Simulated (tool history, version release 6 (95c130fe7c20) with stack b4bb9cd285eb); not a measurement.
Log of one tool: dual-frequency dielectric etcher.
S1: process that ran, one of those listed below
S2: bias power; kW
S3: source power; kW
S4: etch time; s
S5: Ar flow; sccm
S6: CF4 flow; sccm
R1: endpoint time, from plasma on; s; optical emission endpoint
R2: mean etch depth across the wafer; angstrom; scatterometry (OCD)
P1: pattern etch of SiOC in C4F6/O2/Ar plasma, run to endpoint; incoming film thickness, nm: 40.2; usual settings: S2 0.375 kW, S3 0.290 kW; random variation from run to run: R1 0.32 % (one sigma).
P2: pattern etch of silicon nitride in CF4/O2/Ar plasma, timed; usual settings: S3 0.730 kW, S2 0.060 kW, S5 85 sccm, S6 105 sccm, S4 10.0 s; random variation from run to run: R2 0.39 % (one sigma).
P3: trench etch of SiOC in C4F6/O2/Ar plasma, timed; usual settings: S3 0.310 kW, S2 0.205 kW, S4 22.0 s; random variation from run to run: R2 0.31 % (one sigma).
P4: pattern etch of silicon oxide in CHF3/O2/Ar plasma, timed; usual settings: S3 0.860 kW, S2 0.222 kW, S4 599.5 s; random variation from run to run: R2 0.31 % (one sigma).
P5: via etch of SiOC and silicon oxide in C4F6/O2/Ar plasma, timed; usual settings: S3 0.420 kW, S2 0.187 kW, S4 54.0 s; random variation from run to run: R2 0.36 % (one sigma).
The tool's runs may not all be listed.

{"run": 1, "hour": 13.3, "S1": "P1", "S2": 0.375, "S3": 0.29, "R1": 16.702}
{"run": 2, "hour": 24.0, "S1": "P5", "S2": 0.187, "S3": 0.42, "S4": 29.5, "R2": 343.42}
{"run": 3, "hour": 30.8, "S1": "P4", "S2": 0.222, "S3": 0.86, "S4": 599.5, "R2": 14726.0}
{"run": 4, "hour": 42.4, "S1": "P1", "S2": 0.475, "S3": 0.34, "R1": 14.378}
{"run": 5, "hour": 56.0, "S1": "P1", "S2": 0.249, "S3": 0.29, "R1": 19.401}
{"run": 6, "hour": 62.1, "S1": "P3", "S2": 0.127, "S3": 0.31, "S4": 22.0, "R2": 372.11}
{"run": 7, "hour": 74.8, "S1": "P3", "S2": 0.205, "S3": 0.31, "S4": 14.0, "R2": 274.75}
{"run": 8, "hour": 84.7, "S1": "P1", "S2": 0.375, "S3": 0.4, "R1": 14.829}
{"run": 9, "hour": 96.1, "S1": "P1", "S2": 0.375, "S3": 0.29, "R1": 16.743}
{"run": 10, "hour": 105.6, "S1": "P2", "S2": 0.06, "S3": 0.73, "S4": 10.0, "S5": 85, "S6": 138, "R2": 299.97}
{"run": 11, "hour": 111.5, "S1": "P4", "S2": 0.222, "S3": 0.86, "S4": 794.0, "R2": 19447.0}
{"run": 12, "hour": 119.9, "S1": "P5", "S2": 0.187, "S3": 0.58, "S4": 54.0, "R2": 710.87}
{"run": 13, "hour": 128.4, "S1": "P5", "S2": 0.187, "S3": 0.42, "S4": 54.0, "R2": 625.67}
{"run": 14, "hour": 140.5, "S1": "P2", "S2": 0.06, "S3": 0.73, "S4": 10.0, "S5": 114, "S6": 105, "R2": 282.91}
{"run": 15, "hour": 147.5, "S1": "P2", "S2": 0.06, "S3": 0.73, "S4": 6.0, "S5": 85, "S6": 105, "R2": 175.93}
{"run": 16, "hour": 159.4, "S1": "P1", "S2": 0.528, "S3": 0.29, "R1": 14.705}
{"run": 17, "hour": 168.4, "S1": "P1", "S2": 0.375, "S3": 0.29, "R1": 16.678}
{"run": 18, "hour": 175.6, "S1": "P1", "S2": 0.375, "S3": 0.29, "R1": 16.744}
{"run": 19, "hour": 185.0, "S1": "P2", "S2": 0.06, "S3": 0.48, "S4": 10.0, "S5": 85, "S6": 105, "R2": 202.72}
{"run": 20, "hour": 198.6, "S1": "P4", "S2": 0.222, "S3": 0.6, "S4": 599.5, "R2": 12926.0}
{"run": 21, "hour": 210.4, "S1": "P1", "S2": 0.231, "S3": 0.2, "R1": 22.811}
{"run": 22, "hour": 217.1, "S1": "P4", "S2": 0.222, "S3": 0.86, "S4": 599.5, "R2": 14710.0}
{"run": 23, "hour": 229.4, "S1": "P3", "S2": 0.205, "S3": 0.31, "S4": 22.0, "R2": 433.94}
{"run": 24, "hour": 239.5, "S1": "P1", "S2": 0.375, "S3": 0.24, "R1": 17.955}
{"run": 25, "hour": 249.0, "S1": "P3", "S2": 0.205, "S3": 0.2, "S4": 22.0, "R2": 364.58}
{"run": 26, "hour": 259.6, "S1": "P1", "S2": 0.375, "S3": 0.29, "R1": 16.625}
{"run": 27, "hour": 271.4, "S1": "P1", "S2": 0.375, "S3": 0.29, "R1": 16.674}
{"run": 28, "hour": 280.5, "S1": "P5", "S2": 0.229, "S3": 0.42, "S4": 54.0, "R2": 672.58}
{"run": 29, "hour": 292.3, "S1": "P5", "S2": 0.187, "S3": 0.42, "S4": 54.0, "R2": 627.74}
{"run": 30, "hour": 305.5, "S1": "P2", "S2": 0.049, "S3": 0.73, "S4": 10.0, "S5": 85, "S6": 105, "R2": 272.49}
{"run": 31, "hour": 313.7, "S1": "P4", "S2": 0.166, "S3": 0.86, "S4": 599.5, "R2": 13349.0}

Run 32 comes next. What will it give?
{"run": 32, "hour": 320.6, "S1": "P2", "S2": 0.06, "S3": 0.73, "S4": 10.0, "S5": 85, "S6": 105, "R2": "?"}

Run 32 gave R2 292.30 angstrom.
